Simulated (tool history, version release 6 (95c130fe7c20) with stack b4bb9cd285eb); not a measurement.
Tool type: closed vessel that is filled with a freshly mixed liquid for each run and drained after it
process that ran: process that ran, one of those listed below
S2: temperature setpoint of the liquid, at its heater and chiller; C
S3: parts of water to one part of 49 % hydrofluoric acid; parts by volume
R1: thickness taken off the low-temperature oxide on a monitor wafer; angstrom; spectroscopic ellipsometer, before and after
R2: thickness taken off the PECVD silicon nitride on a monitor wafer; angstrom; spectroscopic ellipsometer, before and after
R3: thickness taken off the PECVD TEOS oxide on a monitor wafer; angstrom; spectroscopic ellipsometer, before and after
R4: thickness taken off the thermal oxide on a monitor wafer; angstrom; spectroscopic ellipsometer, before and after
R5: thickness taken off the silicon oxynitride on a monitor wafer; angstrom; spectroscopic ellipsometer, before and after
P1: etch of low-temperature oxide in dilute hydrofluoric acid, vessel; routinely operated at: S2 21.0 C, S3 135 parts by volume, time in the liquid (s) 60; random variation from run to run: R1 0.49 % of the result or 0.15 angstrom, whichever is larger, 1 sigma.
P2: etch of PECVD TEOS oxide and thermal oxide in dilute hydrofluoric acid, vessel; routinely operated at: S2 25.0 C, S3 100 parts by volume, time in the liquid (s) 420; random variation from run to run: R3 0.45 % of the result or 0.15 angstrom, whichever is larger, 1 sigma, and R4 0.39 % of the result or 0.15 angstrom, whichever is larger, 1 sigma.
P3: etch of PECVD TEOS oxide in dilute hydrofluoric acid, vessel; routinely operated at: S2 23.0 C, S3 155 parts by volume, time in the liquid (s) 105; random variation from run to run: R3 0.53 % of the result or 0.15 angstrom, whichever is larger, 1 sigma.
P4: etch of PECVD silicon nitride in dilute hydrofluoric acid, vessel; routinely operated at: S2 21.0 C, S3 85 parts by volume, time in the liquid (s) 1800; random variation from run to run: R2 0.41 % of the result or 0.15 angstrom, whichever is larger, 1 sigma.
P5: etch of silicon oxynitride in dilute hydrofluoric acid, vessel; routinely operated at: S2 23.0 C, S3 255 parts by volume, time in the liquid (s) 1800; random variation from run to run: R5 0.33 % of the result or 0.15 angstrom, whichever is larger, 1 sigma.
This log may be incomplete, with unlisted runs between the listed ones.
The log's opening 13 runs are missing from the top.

Run 14, hour 103.2: process that ran P1, S2 27.5 C, S3 135 parts by volume, time in the liquid (s) 30. Result: R1 86.730 angstrom.
Run 15, hour 111.8: process that ran P1, S2 21.0 C, S3 65 parts by volume, time in the liquid (s) 60. Result: R1 299.990 angstrom.
Run 16, hour 119.9: process that ran P3, S2 23.0 C, S3 45 parts by volume, time in the liquid (s) 105. Result: R3 219.060 angstrom.
Run 17, hour 129.3: process that ran P3, S2 23.0 C, S3 155 parts by volume, time in the liquid (s) 105. Result: R3 55.682 angstrom.
Run 18, hour 136.9: process that ran P1, S2 21.0 C, S3 135 parts by volume, time in the liquid (s) 60. Result: R1 135.090 angstrom.
Run 19, hour 141.9: process that ran P1, S2 21.0 C, S3 135 parts by volume, time in the liquid (s) 30. Result: R1 66.923 angstrom.
Run 20, hour 150.4: process that ran P4, S2 26.0 C, S3 85 parts by volume, time in the liquid (s) 1800. Result: R2 409.12 angstrom.
Run 21, hour 156.3: process that ran P5, S2 23.0 C, S3 255 parts by volume, time in the liquid (s) 2850. Result: R5 220.930 angstrom.
Run 22, hour 164.0: process that ran P1, S2 17.0 C, S3 135 parts by volume, time in the liquid (s) 60. Result: R1 114.240 angstrom.
Run 23, hour 171.1: process that ran P5, S2 23.0 C, S3 470 parts by volume, time in the liquid (s) 1800. Result: R5 66.539 angstrom.
Run 24, hour 178.5: process that ran P1, S2 21.0 C, S3 135 parts by volume, time in the liquid (s) 60. Result: R1 132.940 angstrom.
Run 25, hour 185.7: process that ran P3, S2 23.0 C, S3 155 parts by volume, time in the liquid (s) 105. Result: R3 55.507 angstrom.
Run 26, hour 192.3: process that ran P5, S2 31.5 C, S3 255 parts by volume, time in the liquid (s) 1800. Result: R5 200.980 angstrom.
Run 27, hour 199.8: process that ran P1, S2 21.0 C, S3 40 parts by volume, time in the liquid (s) 100. Result: R1 845.570 angstrom.
Run 28, hour 207.2: process that ran P3, S2 17.5 C, S3 155 parts by volume, time in the liquid (s) 105. Result: R3 45.249 angstrom.
Run 29, hour 215.1: process that ran P1, S2 17.0 C, S3 135 parts by volume, time in the liquid (s) 95. Result: R1 179.110 angstrom.
Run 30, hour 222.8: process that ran P2, S2 30.5 C, S3 100 parts by volume, time in the liquid (s) 420. Result: R3 607.570 angstrom, R4 267.90 angstrom.
Run 31, hour 232.4: process that ran P1, S2 21.0 C, S3 135 parts by volume, time in the liquid (s) 60. Result: R1 133.800 angstrom.
Run 32, hour 239.4: process that ran P2, S2 25.0 C, S3 100 parts by volume, time in the liquid (s) 420. Result: R3 490.710 angstrom, R4 216.56 angstrom.
Run 33, hour 245.6: process that ran P1, S2 21.0 C, S3 135 parts by volume, time in the liquid (s) 60. Result: R1 133.850 angstrom.

Run 34 is up next; what results do you expect?
Run 34, hour 253.1: process that ran P1, S2 21.0 C, S3 135 parts by volume, time in the liquid (s) 60. Result: R1 ?.

Run 34 measured R1 128.150 angstrom.
